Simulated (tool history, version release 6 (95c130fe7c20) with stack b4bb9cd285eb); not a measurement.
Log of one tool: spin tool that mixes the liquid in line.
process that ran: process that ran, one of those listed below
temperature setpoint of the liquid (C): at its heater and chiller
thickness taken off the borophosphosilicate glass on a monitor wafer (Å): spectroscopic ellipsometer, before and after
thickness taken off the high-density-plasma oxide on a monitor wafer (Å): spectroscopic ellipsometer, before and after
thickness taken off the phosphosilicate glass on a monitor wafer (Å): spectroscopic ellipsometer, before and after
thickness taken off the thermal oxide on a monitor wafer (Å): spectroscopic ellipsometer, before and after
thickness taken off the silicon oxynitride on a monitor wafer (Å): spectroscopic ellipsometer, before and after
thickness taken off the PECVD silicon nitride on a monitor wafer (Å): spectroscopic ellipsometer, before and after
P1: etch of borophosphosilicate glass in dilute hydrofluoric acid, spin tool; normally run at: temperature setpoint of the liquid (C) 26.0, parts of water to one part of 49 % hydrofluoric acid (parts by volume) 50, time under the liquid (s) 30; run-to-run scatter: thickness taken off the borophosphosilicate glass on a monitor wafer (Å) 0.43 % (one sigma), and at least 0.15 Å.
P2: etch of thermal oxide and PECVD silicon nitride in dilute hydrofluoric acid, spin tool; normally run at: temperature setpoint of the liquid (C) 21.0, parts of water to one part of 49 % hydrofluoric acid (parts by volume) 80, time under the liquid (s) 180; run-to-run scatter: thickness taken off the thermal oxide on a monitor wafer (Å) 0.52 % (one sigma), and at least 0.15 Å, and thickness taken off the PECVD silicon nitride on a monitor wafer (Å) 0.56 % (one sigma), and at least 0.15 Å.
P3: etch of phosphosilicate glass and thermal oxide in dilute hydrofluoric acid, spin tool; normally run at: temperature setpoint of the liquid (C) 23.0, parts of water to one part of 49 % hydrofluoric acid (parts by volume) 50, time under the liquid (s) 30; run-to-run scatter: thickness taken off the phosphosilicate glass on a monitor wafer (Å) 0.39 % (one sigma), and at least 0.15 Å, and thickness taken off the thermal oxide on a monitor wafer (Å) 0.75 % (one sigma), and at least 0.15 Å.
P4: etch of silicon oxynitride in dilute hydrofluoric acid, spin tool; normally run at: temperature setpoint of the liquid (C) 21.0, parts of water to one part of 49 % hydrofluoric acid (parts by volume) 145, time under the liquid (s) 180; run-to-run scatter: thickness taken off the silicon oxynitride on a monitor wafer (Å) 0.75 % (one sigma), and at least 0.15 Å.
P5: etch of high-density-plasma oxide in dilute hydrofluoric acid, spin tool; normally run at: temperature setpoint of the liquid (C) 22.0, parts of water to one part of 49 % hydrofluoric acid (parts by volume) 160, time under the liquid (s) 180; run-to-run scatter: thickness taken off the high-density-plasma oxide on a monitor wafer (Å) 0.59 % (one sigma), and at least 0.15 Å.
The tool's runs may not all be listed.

run   hour  process that ran  temperature setpoint of the liquid (C)  parts of water to one part of 49 % hydrofluoric acid (parts by volume)  time under the liquid (s)  thickness taken off the borophosphosilicate glass on a monitor wafer (Å)  thickness taken off the high-density-plasma oxide on a monitor wafer (Å)  thickness taken off the phosphosilicate glass on a monitor wafer (Å)  thickness taken off the thermal oxide on a monitor wafer (Å)  thickness taken off the silicon oxynitride on a monitor wafer (Å)  thickness taken off the PECVD silicon nitride on a monitor wafer (Å)
  1    3.5                P1                                    26.0                                                                      50                         30                                                                    378.02
  2    7.1                P5                                    22.0                                                                     160                        330                                                                                                                                              95.468
  3   12.0                P1                                    20.0                                                                      50                         30                                                                    291.86
  4   16.1                P5                                    27.5                                                                     160                        180                                                                                                                                              63.227
  5   19.5                P3                                    23.0                                                                      50                         55                                                                                                                                                                                                                   1234.90                                                        55.752
  6   24.7                P1                                    26.0                                                                      50                         15                                                                    187.82
  7   27.4                P4                                    21.0                                                                      75                        180                                                                                                                                                                                                                                                                                                                                                     63.747
  8   31.4                P2                                    17.0                                                                      80                        180                                                                                                                                                                                                                                                                                  81.081                                                                                                                                   58.690
  9   36.2                P1                                    26.0                                                                      50                         30                                                                    378.04
 10   40.0                P1                                    26.0                                                                      50                         30                                                                    377.73
 11   45.3                P3                                    30.5                                                                      50                         30                                                                                                                                                                                                                    908.03                                                        40.973
 12   50.5                P1                                    26.0                                                                      50                         30                                                                    374.27
 13   53.2                P4                                    17.0                                                                     145                        180                                                                                                                                                                                                                                                                                                                                                     25.911
 14   58.4                P1                                    26.0                                                                      25                         15                                                                    390.09
 15   61.1                P2                                    21.0                                                                      25                        180                                                                                                                                                                                                                                                                                 331.080                                                                                                                                  238.410
 16   64.7                P4                                    21.0                                                                     145                         80                                                                                                                                                                                                                                                                                                                                                     14.127
 17   68.9                P4                                    21.0                                                                     145                        180                                                                                                                                                                                                                                                                                                                                                     31.226
 18   72.8                P1                                    33.5                                                                      50                         30                                                                    502.79
 19   76.9                P4                                    21.0                                                                     145                        180                                                                                                                                                                                                                                                                                                                                                     31.361
 20   80.3                P5                                    22.0                                                                     160                        180                                                                                                                                              52.008
 21   82.8                P2                                    21.0                                                                      80                        180                                                                                                                                                                                                                                                                                  95.747                                                                                                                                   78.172
 22   86.5                P2                                    21.0                                                                      80                        180                                                                                                                                                                                                                                                                                  96.239                                                                                                                                   77.511
 23   89.4                P1                                    26.0                                                                      50                         60                                                                    753.88
 24   91.9                P3                                    23.0                                                                      30                         30                                                                                                                                                                                                                   1151.60                                                        51.469
 25   97.1                P1                                    26.0                                                                      20                         30                                                                    975.89
 26   99.6                P5                                    22.0                                                                      90                        180                                                                                                                                              99.462
 27  102.6                P1                                    26.0                                                                      80                         30                                                                    226.19

Forecast run 28:
 28  107.1                P3                                    23.0                                                                      50                         30                                                                                                                                                                                                                         ?                                                             ?

{"run 28": {"thickness taken off the phosphosilicate glass on a monitor wafer (Å)": 675.66, "thickness taken off the thermal oxide on a monitor wafer (Å)": 30.367}}

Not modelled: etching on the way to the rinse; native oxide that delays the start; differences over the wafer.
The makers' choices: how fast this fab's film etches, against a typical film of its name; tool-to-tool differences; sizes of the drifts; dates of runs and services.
